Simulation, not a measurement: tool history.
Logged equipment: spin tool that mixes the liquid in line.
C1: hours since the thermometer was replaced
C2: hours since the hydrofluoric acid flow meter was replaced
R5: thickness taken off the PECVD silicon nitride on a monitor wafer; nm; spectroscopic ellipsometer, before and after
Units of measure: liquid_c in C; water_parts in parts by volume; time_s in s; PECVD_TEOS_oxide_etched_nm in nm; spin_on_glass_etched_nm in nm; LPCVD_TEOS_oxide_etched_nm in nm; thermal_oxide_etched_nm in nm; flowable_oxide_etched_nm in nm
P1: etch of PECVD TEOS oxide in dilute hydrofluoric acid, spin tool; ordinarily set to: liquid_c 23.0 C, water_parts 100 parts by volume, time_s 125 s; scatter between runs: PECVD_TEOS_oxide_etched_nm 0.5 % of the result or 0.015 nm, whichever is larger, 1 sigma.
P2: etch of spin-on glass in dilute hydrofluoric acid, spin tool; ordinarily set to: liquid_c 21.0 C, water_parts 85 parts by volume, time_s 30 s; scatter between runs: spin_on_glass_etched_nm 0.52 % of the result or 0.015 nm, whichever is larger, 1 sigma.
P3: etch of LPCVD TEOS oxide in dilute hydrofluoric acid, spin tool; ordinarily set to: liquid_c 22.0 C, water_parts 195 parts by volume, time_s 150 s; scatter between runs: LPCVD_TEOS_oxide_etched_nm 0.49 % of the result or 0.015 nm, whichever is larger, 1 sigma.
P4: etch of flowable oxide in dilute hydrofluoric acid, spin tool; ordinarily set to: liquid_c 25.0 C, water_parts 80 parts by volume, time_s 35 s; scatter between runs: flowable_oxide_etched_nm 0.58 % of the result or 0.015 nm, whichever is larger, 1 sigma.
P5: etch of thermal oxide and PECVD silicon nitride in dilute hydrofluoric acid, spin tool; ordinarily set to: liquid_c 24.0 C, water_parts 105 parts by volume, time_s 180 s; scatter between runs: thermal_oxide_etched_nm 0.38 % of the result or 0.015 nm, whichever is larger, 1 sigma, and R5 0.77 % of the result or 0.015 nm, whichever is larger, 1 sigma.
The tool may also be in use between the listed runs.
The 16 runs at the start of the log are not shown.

{"run": 17, "hour": 188.9, "process": "P1", "liquid_c": 30.5, "water_parts": 65, "time_s": 125, "C1": 461.9, "C2": 1804.8, "PECVD_TEOS_oxide_etched_nm": 38.043}
{"run": 18, "hour": 202.9, "process": "P1", "liquid_c": 23.0, "water_parts": 100, "time_s": 60, "C1": 475.9, "C2": 1818.8, "PECVD_TEOS_oxide_etched_nm": 8.448}
{"run": 19, "hour": 217.3, "process": "P2", "liquid_c": 21.0, "water_parts": 130, "time_s": 30, "C1": 490.3, "C2": 1833.2, "spin_on_glass_etched_nm": 6.5148}
{"run": 20, "hour": 227.9, "process": "P4", "liquid_c": 25.0, "water_parts": 45, "time_s": 35, "C1": 500.9, "C2": 1843.8, "flowable_oxide_etched_nm": 36.277}
{"run": 21, "hour": 240.7, "process": "P1", "liquid_c": 28.5, "water_parts": 100, "time_s": 125, "C1": 513.7, "C2": 1856.6, "PECVD_TEOS_oxide_etched_nm": 21.781}
{"run": 22, "hour": 251.9, "process": "P5", "liquid_c": 24.0, "water_parts": 105, "time_s": 355, "C1": 524.9, "C2": 1867.8, "thermal_oxide_etched_nm": 15.587, "R5": 6.9862}
{"run": 23, "hour": 263.9, "process": "P2", "liquid_c": 21.0, "water_parts": 85, "time_s": 15, "C1": 536.9, "C2": 1879.8, "spin_on_glass_etched_nm": 5.2302}
{"run": 24, "hour": 274.3, "process": "P3", "liquid_c": 18.5, "water_parts": 195, "time_s": 150, "C1": 547.3, "C2": 1890.2, "LPCVD_TEOS_oxide_etched_nm": 14.51}
{"run": 25, "hour": 288.6, "process": "P4", "liquid_c": 25.0, "water_parts": 80, "time_s": 35, "C1": 561.6, "C2": 1904.5, "flowable_oxide_etched_nm": 19.529}
{"run": 26, "hour": 302.3, "process": "P1", "liquid_c": 23.0, "water_parts": 100, "time_s": 125, "C1": 575.3, "C2": 1918.2, "PECVD_TEOS_oxide_etched_nm": 17.347}
{"run": 27, "hour": 311.1, "process": "P1", "liquid_c": 23.0, "water_parts": 25, "time_s": 125, "C1": 584.1, "C2": 1927.0, "PECVD_TEOS_oxide_etched_nm": 76.873}
{"run": 28, "hour": 325.6, "process": "P3", "liquid_c": 22.0, "water_parts": 90, "time_s": 150, "C1": 598.6, "C2": 1941.5, "LPCVD_TEOS_oxide_etched_nm": 40.953}
{"run": 29, "hour": 333.7, "process": "P5", "liquid_c": 28.5, "water_parts": 105, "time_s": 180, "C1": 606.7, "C2": 1949.6, "thermal_oxide_etched_nm": 9.4212, "R5": 4.6657}
{"run": 30, "hour": 347.3, "process": "P1", "liquid_c": 23.0, "water_parts": 100, "time_s": 125, "C1": 620.3, "C2": 1963.2, "PECVD_TEOS_oxide_etched_nm": 17.324}
{"run": 31, "hour": 354.2, "process": "P1", "liquid_c": 23.0, "water_parts": 100, "time_s": 125, "C1": 627.2, "C2": 1970.1, "PECVD_TEOS_oxide_etched_nm": 17.82}
{"run": 32, "hour": 366.7, "process": "P1", "liquid_c": 23.0, "water_parts": 100, "time_s": 125, "C1": 639.7, "C2": 1982.6, "PECVD_TEOS_oxide_etched_nm": 18.297}
{"run": 33, "hour": 374.0, "process": "P1", "liquid_c": 23.0, "water_parts": 100, "time_s": 125, "C1": 647.0, "C2": 1989.9, "PECVD_TEOS_oxide_etched_nm": 18.426}
{"run": 34, "hour": 380.4, "process": "P1", "liquid_c": 23.0, "water_parts": 100, "time_s": 125, "C1": 653.4, "C2": 1996.3, "PECVD_TEOS_oxide_etched_nm": 18.911}
{"run": 35, "hour": 387.1, "process": "P1", "liquid_c": 23.0, "water_parts": 100, "time_s": 125, "C1": 660.1, "C2": 2003.0, "PECVD_TEOS_oxide_etched_nm": 18.818}

Run 36, settings as shown, results not yet in. Your forecast:
{"run": 36, "hour": 400.8, "process": "P1", "liquid_c": 23.0, "water_parts": 100, "time_s": 125, "C1": 673.8, "C2": 2016.7, "PECVD_TEOS_oxide_etched_nm": "?"}

{"run 36": {"PECVD_TEOS_oxide_etched_nm": 18.939}}

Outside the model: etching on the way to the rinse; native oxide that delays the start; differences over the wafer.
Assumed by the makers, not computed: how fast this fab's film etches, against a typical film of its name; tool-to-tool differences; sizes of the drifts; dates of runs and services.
